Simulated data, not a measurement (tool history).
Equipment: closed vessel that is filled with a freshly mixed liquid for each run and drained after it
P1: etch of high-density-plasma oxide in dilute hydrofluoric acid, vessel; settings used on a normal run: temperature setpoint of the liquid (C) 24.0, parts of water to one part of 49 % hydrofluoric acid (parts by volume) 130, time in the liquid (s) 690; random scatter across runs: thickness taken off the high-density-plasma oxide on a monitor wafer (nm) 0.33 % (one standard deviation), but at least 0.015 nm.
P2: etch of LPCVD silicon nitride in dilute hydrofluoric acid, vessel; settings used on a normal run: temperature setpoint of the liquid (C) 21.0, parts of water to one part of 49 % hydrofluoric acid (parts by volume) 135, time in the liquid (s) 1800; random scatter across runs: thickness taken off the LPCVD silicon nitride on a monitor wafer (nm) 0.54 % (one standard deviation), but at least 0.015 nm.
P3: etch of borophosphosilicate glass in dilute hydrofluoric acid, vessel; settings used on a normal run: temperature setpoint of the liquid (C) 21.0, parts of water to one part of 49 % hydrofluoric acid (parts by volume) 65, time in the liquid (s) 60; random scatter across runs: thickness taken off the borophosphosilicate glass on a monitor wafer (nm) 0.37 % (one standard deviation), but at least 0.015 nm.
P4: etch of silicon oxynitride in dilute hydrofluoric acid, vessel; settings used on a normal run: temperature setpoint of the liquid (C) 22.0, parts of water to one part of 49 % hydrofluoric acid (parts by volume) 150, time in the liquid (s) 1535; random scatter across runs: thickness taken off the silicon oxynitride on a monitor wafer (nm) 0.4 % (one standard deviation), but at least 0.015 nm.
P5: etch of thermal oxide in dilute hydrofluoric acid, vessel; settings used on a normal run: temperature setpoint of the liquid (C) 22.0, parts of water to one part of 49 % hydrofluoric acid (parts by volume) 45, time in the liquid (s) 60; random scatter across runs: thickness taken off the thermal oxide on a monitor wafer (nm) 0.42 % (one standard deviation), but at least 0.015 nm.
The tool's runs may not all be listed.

run	hour	process that ran	temperature setpoint of the liquid (C)	parts of water to one part of 49 % hydrofluoric acid (parts by volume)	time in the liquid (s)	hours since the thermometer was replaced	hours since the hydrofluoric acid flow meter was replaced	thickness taken off the high-density-plasma oxide on a monitor wafer (nm)	thickness taken off the borophosphosilicate glass on a monitor wafer (nm)	thickness taken off the thermal oxide on a monitor wafer (nm)	thickness taken off the LPCVD silicon nitride on a monitor wafer (nm)	thickness taken off the silicon oxynitride on a monitor wafer (nm)
1	7.8	P1	24.0	130	690	1279.4	591.1	29.6680				
2	17.1	P1	24.0	65	690	1288.7	600.4	64.4130				
3	24.7	P3	21.0	65	85	1296.3	608.0		48.697			
4	31.8	P5	17.0	45	60	1303.4	615.1			4.9635		
5	43.0	P2	29.0	135	1800	1314.6	626.3				10.22300	
6	50.2	P1	24.0	130	690	1321.8	633.5	29.5470				
7	60.7	P1	24.0	130	1190	1332.3	644.0	51.0780				
8	66.0	P3	21.0	65	60	1337.6	649.3		34.114			
9	72.2	P1	24.0	215	690	1343.8	655.5	16.3040				
10	81.7	P5	22.0	45	60	1353.3	665.0			6.1730		
11	88.3	P1	24.0	130	690	1359.9	671.6	29.5510				
12	97.6	P4	22.0	150	3070	1369.2	680.9					55.046
13	103.8	P1	24.0	130	690	1375.4	687.1	29.5460				
14	114.1	P5	22.0	45	105	1385.7	697.4			10.8580		
15	120.3	P1	24.0	130	690	1391.9	703.6	29.7710				
16	126.9	P1	24.0	130	690	1398.5	710.2	29.6610				
17	137.6	P5	22.0	75	60	1409.2	720.9			3.5809		
18	145.8	P3	28.5	65	60	1417.4	729.1		46.296			
19	151.3	P2	21.0	135	1800	1422.9	734.6				6.09330	
20	157.7	P4	22.0	150	1535	1429.3	741.0					27.267
# hour 161.8: hydrofluoric acid flow meter replaced
21	168.6	P3	21.0	40	60	1440.2	6.9		57.184			
22	175.1	P1	30.5	130	690	1446.7	13.4	37.9500				
23	185.1	P4	22.0	240	1535	1456.7	23.4					16.053
24	192.2	P2	21.0	230	1800	1463.8	30.5				3.64400	
25	199.9	P5	22.0	45	60	1471.5	38.2			6.1592		
26	205.4	P2	21.0	135	295	1477.0	43.7				0.99092	
27	211.7	P4	29.0	150	1535	1483.3	50.0					37.438
28	220.6	P1	17.0	130	690	1492.2	58.9	22.2660				
29	230.8	P1	24.0	130	175	1502.4	69.1	7.5075				
30	241.3	P1	30.5	215	690	1512.9	79.6	20.5940				
31	250.8	P1	20.5	220	690	1522.4	89.1	13.9430				
32	259.7	P2	21.0	135	1800	1531.3	98.0				6.16870	
33	267.3	P1	24.0	130	690	1538.9	105.6	29.5900				
34	275.5	P1	24.0	130	690	1547.1	113.8	28.6950				
35	281.4	P1	24.0	130	690	1553.0	119.7	28.1040				
36	292.1	P1	24.0	130	690	1563.7	130.4	27.5790				
37	302.4	P1	24.0	130	690	1574.0	140.7	27.6460				
38	309.2	P1	24.0	130	690	1580.8	147.5	27.5230				
39	320.3	P1	24.0	130	690	1591.9	158.6	27.3810				
40	327.2	P1	24.0	130	690	1598.8	165.5	27.2830				

What P1 gives has crept away from where it was. These 2 causes fit the log equally well, each at the size given:
A: liquid colder than its thermometer reads (K) = 2.1
B: hydrofluoric acid flow below the setpoint (%) = 6.85
The creep began at about hour 267.3.

The 4 check runs listed below each average the results of 2 wafers, and their outcomes are marked with question marks. Under which run would the listed causes produce clearly different results?
check 1	334.1	P5	22.0	70	60					?		
check 2	334.1	P3	28.0	65	60				?			
check 3	334.1	P2	25.0	135	340						?	
check 4	334.1	P4	28.5	205	1535							?

If the cause were each of the candidates in turn, the checks would give the following:
check	result	if A	if B
check 1	thickness taken off the thermal oxide on a monitor wafer (nm)	3.5236	3.5590
check 2	thickness taken off the borophosphosilicate glass on a monitor wafer (nm)	41.838	42.072
check 3	thickness taken off the LPCVD silicon nitride on a monitor wafer (nm)	1.31030	1.39950
check 4	thickness taken off the silicon oxynitride on a monitor wafer (nm)	23.446	23.594
Smallest distance between any two causes, each pair judged by its most separating result, in per cent: check 1 1 %; check 2 0.56 %; check 3 6.59 %; check 4 0.63 %
Of the check runs offered, only check 3 discriminates between the causes; the rest would read about the same regardless of which cause applies.

The results of check 3 are: thickness taken off the LPCVD silicon nitride on a monitor wafer (nm) 1.39520. Based on these, which of the listed causes is it?

The cause is B: hydrofluoric acid flow below the setpoint (%).

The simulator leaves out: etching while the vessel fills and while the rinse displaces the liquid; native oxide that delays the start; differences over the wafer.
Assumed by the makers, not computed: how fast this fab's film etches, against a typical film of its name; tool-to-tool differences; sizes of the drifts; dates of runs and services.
